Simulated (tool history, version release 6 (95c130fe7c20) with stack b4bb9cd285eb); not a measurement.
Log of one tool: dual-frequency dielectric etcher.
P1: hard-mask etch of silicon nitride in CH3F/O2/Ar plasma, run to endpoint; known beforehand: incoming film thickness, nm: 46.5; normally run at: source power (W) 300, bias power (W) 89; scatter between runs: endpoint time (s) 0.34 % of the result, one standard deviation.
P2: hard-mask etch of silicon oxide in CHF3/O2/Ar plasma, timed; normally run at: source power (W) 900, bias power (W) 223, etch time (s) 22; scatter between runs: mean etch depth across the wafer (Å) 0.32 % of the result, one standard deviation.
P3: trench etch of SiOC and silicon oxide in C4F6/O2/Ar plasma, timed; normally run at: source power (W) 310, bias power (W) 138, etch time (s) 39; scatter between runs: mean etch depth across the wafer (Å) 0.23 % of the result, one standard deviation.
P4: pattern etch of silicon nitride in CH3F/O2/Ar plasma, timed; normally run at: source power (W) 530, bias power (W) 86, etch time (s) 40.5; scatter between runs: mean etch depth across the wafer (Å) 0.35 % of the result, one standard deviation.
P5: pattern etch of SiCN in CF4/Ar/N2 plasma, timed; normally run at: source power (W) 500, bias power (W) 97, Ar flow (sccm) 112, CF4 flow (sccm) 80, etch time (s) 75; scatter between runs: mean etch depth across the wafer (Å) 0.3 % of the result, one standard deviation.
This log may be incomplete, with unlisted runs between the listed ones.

run,hour,process that ran,source power (W),bias power (W),etch time (s),Ar flow (sccm),CF4 flow (sccm),hours since the last wet clean,hours since the last source power generator calibration,hours since the last bias power generator calibration,endpoint time (s),mean etch depth across the wafer (Å)
1,9.1,P1,300,89,,,,233.6,551,1096.4,70.326,
2,16,P1,410,89,,,,240.5,557.9,1103.3,62.675,
3,24.7,P1,210,89,,,,249.2,566.6,1112,80.844,
4,32.7,P1,300,89,,,,257.2,574.6,1120,70.425,
5,39.6,P4,530,114,40.5,,,264.1,581.5,1126.9,,376.73
6,44.6,P2,900,223,32,,,269.1,586.5,1131.9,,806.23
7,52.8,P3,310,138,24.5,,,277.3,594.7,1140.1,,411.54
8,61.8,P5,500,97,75,112,58,286.3,603.7,1149.1,,738.99
9,68.9,P5,500,97,75,112,80,293.4,610.8,1156.2,,771.77
10,75.5,P1,300,89,,,,300,617.4,1162.8,70.121,
11,84.1,P3,310,138,39,,,308.6,626,1171.4,,656.04
12,92.7,P1,300,89,,,,317.2,634.6,1180,70.066,
13,101.7,P4,310,86,40.5,,,326.2,643.6,1189,,278.72
14,106.1,P2,900,223,22,,,330.6,648,1193.4,,555.58
15,112.6,P3,310,185,39,,,337.1,654.5,1199.9,,716.86
16,117.7,P5,500,97,75,66,80,342.2,659.6,1205,,827.49
17,124.4,P2,900,153,22,,,348.9,666.3,1211.7,,489.71
18,131.4,P5,330,97,75,112,80,355.9,673.3,1218.7,,538.74
19,139.3,P1,300,89,,,,363.8,681.2,1226.6,69.994,
20,146.9,P1,300,89,,,,371.4,688.8,1234.2,70.335,
21,152.6,P4,530,86,56.5,,,377.1,694.5,1239.9,,481.55
22,158.6,P5,500,97,108,112,80,383.1,700.5,1245.9,,1118.9
# hour 163.2: wet clean of the chamber
23,167.6,P3,310,138,39,,,4.5,709.5,1254.9,,656.1
24,171.9,P5,500,97,75,112,80,8.8,713.8,1259.2,,771.23
25,178.4,P1,300,89,,,,15.3,720.3,1265.7,70.528,
26,185.4,P2,900,223,22,,,22.3,727.3,1272.7,,559.12
27,191.6,P5,500,66,75,112,80,28.5,733.5,1278.9,,675.88
28,199,P1,300,118,,,,35.9,740.9,1286.3,63.309,
29,203.5,P1,380,54,,,,40.4,745.4,1290.8,76.675,
30,209.9,P1,300,68,,,,46.8,751.8,1297.2,77.067,
31,215.5,P4,530,86,40.5,,,52.4,757.4,1302.8,,342.7
32,224,P1,220,71,,,,60.9,765.9,1311.3,85.737,
33,233.5,P3,210,138,39,,,70.4,775.4,1320.8,,563.36
34,238,P2,610,223,22,,,74.9,779.9,1325.3,,480.39
35,243,P1,300,89,,,,79.9,784.9,1330.3,70.227,
36,247.1,P1,300,89,,,,84,789,1334.4,70.657,
37,254.4,P1,300,89,,,,91.3,796.3,1341.7,70.747,
38,258.6,P1,300,89,,,,95.5,800.5,1345.9,71.076,
39,263.8,P1,300,89,,,,100.7,805.7,1351.1,70.871,
40,272.2,P1,300,89,,,,109.1,814.1,1359.5,70.913,
# hour 278.6: wet clean of the chamber
41,279.7,P1,300,89,,,,1.1,821.6,1367,71.27,
42,288.6,P1,300,89,,,,10,830.5,1375.9,71.055,
43,296.1,P1,300,89,,,,17.5,838,1383.4,71.353,
44,304.9,P1,300,89,,,,26.3,846.8,1392.2,71.701,
45,311.6,P1,300,89,,,,33,853.5,1398.9,71.125,

P1 no longer gives what it gave before; its output has crept away from where it was. The following 2 causes, each at its listed size, fit the log equally well:
A: source power that arrives under what is set, % = 4.43
B: bias power that arrives under what is set, % = 4.53
At approximately hour 243, the process output began to creep.
Each remaining cause and why it is not a fit:
chamber walls in a state that lowers the etch rate, %: serviced after onset, at hour 278.6, with no recovery of the prior output

Question marks stand in for the results of the 4 check runs listed below, each run on one wafer. Under which run would the listed causes show clearly different results?
check 1,318.3,P5,340,97,75,112,80,,,,,?
check 2,318.3,P3,310,175,39,,,,,,,?
check 3,318.3,P2,900,163,22,,,,,,,?
check 4,318.3,P4,350,86,40.5,,,,,,,?

How each check would come out, cause by cause:
check,result,if A,if B
check 1,mean etch depth across the wafer (Å),531.55,543.5
check 2,mean etch depth across the wafer (Å),693.52,695.45
check 3,mean etch depth across the wafer (Å),493.29,494.69
check 4,mean etch depth across the wafer (Å),288.43,288.53
Smallest distance between any two causes, each pair judged by its most separating result, in per cent: check 1 2.22 %; check 2 0.28 %; check 3 0.28 %; check 4 0.04 %
The causes can be told apart only by check 1. The other checks would give nearly the same results under each of them.

Check 1 has now been run. It gave: mean etch depth across the wafer (Å) 544.79. Which of the candidate causes is it?

B is the cause: bias power that arrives under what is set, %.
